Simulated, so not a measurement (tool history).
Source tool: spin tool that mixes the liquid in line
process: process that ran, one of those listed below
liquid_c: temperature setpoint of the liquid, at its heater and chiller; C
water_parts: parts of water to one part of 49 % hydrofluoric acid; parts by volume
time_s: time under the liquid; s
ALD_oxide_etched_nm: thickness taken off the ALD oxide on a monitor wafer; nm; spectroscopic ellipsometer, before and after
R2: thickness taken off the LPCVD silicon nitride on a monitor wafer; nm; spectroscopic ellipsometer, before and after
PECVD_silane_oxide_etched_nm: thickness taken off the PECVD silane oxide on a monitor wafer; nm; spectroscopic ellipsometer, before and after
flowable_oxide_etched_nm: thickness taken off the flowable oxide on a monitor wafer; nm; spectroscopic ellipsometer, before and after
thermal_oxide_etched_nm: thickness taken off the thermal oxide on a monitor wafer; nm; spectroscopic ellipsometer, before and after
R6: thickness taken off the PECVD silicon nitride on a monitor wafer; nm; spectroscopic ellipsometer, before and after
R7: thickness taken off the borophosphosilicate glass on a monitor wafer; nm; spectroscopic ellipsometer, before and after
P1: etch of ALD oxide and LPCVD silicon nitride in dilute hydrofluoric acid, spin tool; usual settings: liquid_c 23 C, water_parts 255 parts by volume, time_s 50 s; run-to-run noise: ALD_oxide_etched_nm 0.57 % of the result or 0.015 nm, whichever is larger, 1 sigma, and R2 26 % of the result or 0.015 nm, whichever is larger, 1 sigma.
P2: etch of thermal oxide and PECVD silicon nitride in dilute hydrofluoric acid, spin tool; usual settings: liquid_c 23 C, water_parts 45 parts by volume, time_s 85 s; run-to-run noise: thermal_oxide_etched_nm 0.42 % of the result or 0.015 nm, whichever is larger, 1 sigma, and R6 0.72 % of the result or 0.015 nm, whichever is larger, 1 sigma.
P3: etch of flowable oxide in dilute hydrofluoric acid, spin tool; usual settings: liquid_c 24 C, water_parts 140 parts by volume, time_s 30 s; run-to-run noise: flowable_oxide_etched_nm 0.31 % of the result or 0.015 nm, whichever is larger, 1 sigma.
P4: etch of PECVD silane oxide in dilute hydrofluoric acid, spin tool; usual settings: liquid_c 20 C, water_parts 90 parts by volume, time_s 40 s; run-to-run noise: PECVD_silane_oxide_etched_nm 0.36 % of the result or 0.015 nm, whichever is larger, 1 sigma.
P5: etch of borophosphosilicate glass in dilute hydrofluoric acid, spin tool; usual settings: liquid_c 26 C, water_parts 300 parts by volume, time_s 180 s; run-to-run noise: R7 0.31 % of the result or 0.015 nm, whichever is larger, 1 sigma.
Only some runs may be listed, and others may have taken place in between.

run 1 hour=6.3 | process=P1 liquid_c=23 water_parts=255 time_s=50 | ALD_oxide_etched_nm=4.5663 R2=0.060305
run 2 hour=16.6 | process=P4 liquid_c=20 water_parts=90 time_s=75 | PECVD_silane_oxide_etched_nm=22.567
run 3 hour=22.7 | process=P3 liquid_c=24 water_parts=140 time_s=50 | flowable_oxide_etched_nm=16.324
run 4 hour=32.2 | process=P1 liquid_c=23 water_parts=375 time_s=75 | ALD_oxide_etched_nm=4.1447 R2=0.1005
run 5 hour=39.2 | process=P2 liquid_c=23 water_parts=45 time_s=85 | thermal_oxide_etched_nm=8.9479 R6=3.6146
run 6 hour=45 | process=P2 liquid_c=31 water_parts=45 time_s=85 | thermal_oxide_etched_nm=12.351 R6=6.239
run 7 hour=54.8 | process=P1 liquid_c=18.5 water_parts=255 time_s=20 | ALD_oxide_etched_nm=1.5372 R2=0.038234
run 8 hour=60.4 | process=P3 liquid_c=24 water_parts=140 time_s=30 | flowable_oxide_etched_nm=9.836
run 9 hour=66.3 | process=P1 liquid_c=23 water_parts=255 time_s=50 | ALD_oxide_etched_nm=4.5541 R2=0.055528
run 10 hour=71.7 | process=P1 liquid_c=23 water_parts=40 time_s=50 | ALD_oxide_etched_nm=37.394 R2=0.29084
run 11 hour=81.7 | process=P1 liquid_c=30 water_parts=255 time_s=50 | ALD_oxide_etched_nm=5.8293 R2=0.15352
run 12 hour=91 | process=P5 liquid_c=26 water_parts=300 time_s=180 | R7=41.234
run 13 hour=100.8 | process=P5 liquid_c=34 water_parts=300 time_s=180 | R7=53.222
run 14 hour=108.8 | process=P4 liquid_c=27.5 water_parts=90 time_s=40 | PECVD_silane_oxide_etched_nm=16.229
run 15 hour=114.8 | process=P1 liquid_c=23 water_parts=255 time_s=50 | ALD_oxide_etched_nm=4.5611 R2=0.084478
run 16 hour=125.2 | process=P1 liquid_c=23 water_parts=255 time_s=50 | ALD_oxide_etched_nm=4.5797 R2=0.12428
run 17 hour=130.3 | process=P4 liquid_c=20 water_parts=90 time_s=40 | PECVD_silane_oxide_etched_nm=12.026
run 18 hour=135.2 | process=P1 liquid_c=23 water_parts=415 time_s=50 | ALD_oxide_etched_nm=2.4183 R2=0.039087
run 19 hour=144.5 | process=P5 liquid_c=26 water_parts=300 time_s=70 | R7=16.049
run 20 hour=154.3 | process=P3 liquid_c=24 water_parts=205 time_s=30 | flowable_oxide_etched_nm=6.209
run 21 hour=162.3 | process=P1 liquid_c=23 water_parts=255 time_s=50 | ALD_oxide_etched_nm=4.6049 R2=0.11067
run 22 hour=170.5 | process=P4 liquid_c=20 water_parts=90 time_s=40 | PECVD_silane_oxide_etched_nm=12.097
run 23 hour=181 | process=P5 liquid_c=26 water_parts=155 time_s=180 | R7=93.388
run 24 hour=188.1 | process=P2 liquid_c=23 water_parts=20 time_s=85 | thermal_oxide_etched_nm=20.699 R6=7.9604
run 25 hour=196 | process=P3 liquid_c=31.5 water_parts=140 time_s=30 | flowable_oxide_etched_nm=12.896
run 26 hour=202.4 | process=P1 liquid_c=19 water_parts=255 time_s=50 | ALD_oxide_etched_nm=3.9195 R2=0.10578
run 27 hour=212.1 | process=P2 liquid_c=23 water_parts=45 time_s=130 | thermal_oxide_etched_nm=13.62 R6=5.5693
run 28 hour=219.5 | process=P1 liquid_c=23 water_parts=255 time_s=15 | ALD_oxide_etched_nm=1.346 R2=0.03738
run 29 hour=229.9 | process=P4 liquid_c=20 water_parts=155 time_s=40 | PECVD_silane_oxide_etched_nm=6.5451
run 30 hour=235 | process=P5 liquid_c=26 water_parts=300 time_s=180 | R7=41.137
run 31 hour=243.8 | process=P1 liquid_c=23 water_parts=255 time_s=50 | ALD_oxide_etched_nm=4.5443 R2=0.075922
run 32 hour=249.9 | process=P1 liquid_c=23 water_parts=255 time_s=50 | ALD_oxide_etched_nm=4.5246 R2=0.13309
run 33 hour=258.4 | process=P1 liquid_c=23 water_parts=255 time_s=85 | ALD_oxide_etched_nm=7.7028 R2=0.24981
run 34 hour=267.2 | process=P2 liquid_c=23 water_parts=45 time_s=85 | thermal_oxide_etched_nm=8.8584 R6=3.699
run 35 hour=276 | process=P1 liquid_c=17 water_parts=445 time_s=50 | ALD_oxide_etched_nm=1.7954 R2=0.067277
run 36 hour=282.1 | process=P1 liquid_c=23 water_parts=255 time_s=50 | ALD_oxide_etched_nm=4.5224 R2=0.10465
run 37 hour=292.5 | process=P1 liquid_c=23 water_parts=255 time_s=50 | ALD_oxide_etched_nm=4.4466 R2=0.079064
run 38 hour=297.8 | process=P1 liquid_c=23 water_parts=255 time_s=50 | ALD_oxide_etched_nm=4.4002 R2=0.061124
run 39 hour=307.2 | process=P1 liquid_c=23 water_parts=255 time_s=50 | ALD_oxide_etched_nm=4.3529 R2=0.090004
run 40 hour=313.2 | process=P1 liquid_c=23 water_parts=255 time_s=50 | ALD_oxide_etched_nm=4.2994 R2=0.084616
run 41 hour=318.3 | process=P1 liquid_c=23 water_parts=255 time_s=50 | ALD_oxide_etched_nm=4.3128 R2=0.072527
run 42 hour=327.5 | process=P1 liquid_c=23 water_parts=255 time_s=50 | ALD_oxide_etched_nm=4.2736 R2=0.10174
run 43 hour=337.1 | process=P1 liquid_c=23 water_parts=255 time_s=50 | ALD_oxide_etched_nm=4.3277 R2=0.094937
run 44 hour=342.2 | process=P1 liquid_c=23 water_parts=255 time_s=50 | ALD_oxide_etched_nm=4.3123 R2=0.089669
run 45 hour=349.9 | process=P1 liquid_c=23 water_parts=255 time_s=50 | ALD_oxide_etched_nm=4.279 R2=0.094283
run 46 hour=355.9 | process=P1 liquid_c=23 water_parts=255 time_s=50 | ALD_oxide_etched_nm=4.2326 R2=0.080191
run 47 hour=362.3 | process=P1 liquid_c=23 water_parts=255 time_s=50 | ALD_oxide_etched_nm=4.3102 R2=0.058384

P1 no longer gives what it gave before; its output has crept away from where it was. The following 2 causes, each at its listed size, fit the log equally well:
A: liquid colder than its thermometer reads (K) = 1.8
B: hydrofluoric acid flow below the setpoint (%) = 5.08
The drift started at roughly hour 282.1.

Below are 4 check runs, each on a single wafer, with their results shown as question marks. Which of them would tell the listed causes apart, meaning the causes would give clearly different results under it?
run check 1 hour=368.7 | process=P2 liquid_c=31 water_parts=25 time_s=85 | thermal_oxide_etched_nm=? R6=?
run check 2 hour=368.7 | process=P4 liquid_c=26.5 water_parts=120 time_s=40 | PECVD_silane_oxide_etched_nm=?
run check 3 hour=368.7 | process=P5 liquid_c=34 water_parts=160 time_s=180 | R7=?
run check 4 hour=368.7 | process=P3 liquid_c=30.5 water_parts=140 time_s=45 | flowable_oxide_etched_nm=?

If the cause were each of the candidates in turn, the checks would give the following:
check=check_1 result=thermal_oxide_etched_nm if_A=21.244 if_B=21.629
check=check_1 result=R6 if_A=9.8015 if_B=10.483
check=check_2 result=PECVD_silane_oxide_etched_nm if_A=10.501 if_B=10.596
check=check_3 result=R7 if_A=112.28 if_B=112.06
check=check_4 result=flowable_oxide_etched_nm if_A=17.567 if_B=17.626
Separation of the two closest causes in each check, using whichever result separates them best: check 1 6.72 %; check 2 0.9 %; check 3 0.2 %; check 4 0.34 %
Check 1 distinguishes between the causes, while the remaining checks would return nearly the same result for all of them.

The results of check 1 are: thermal_oxide_etched_nm 21.55 nm; R6 10.463 nm. Based on these, which of the listed causes is it?

B is the cause: hydrofluoric acid flow below the setpoint (%).
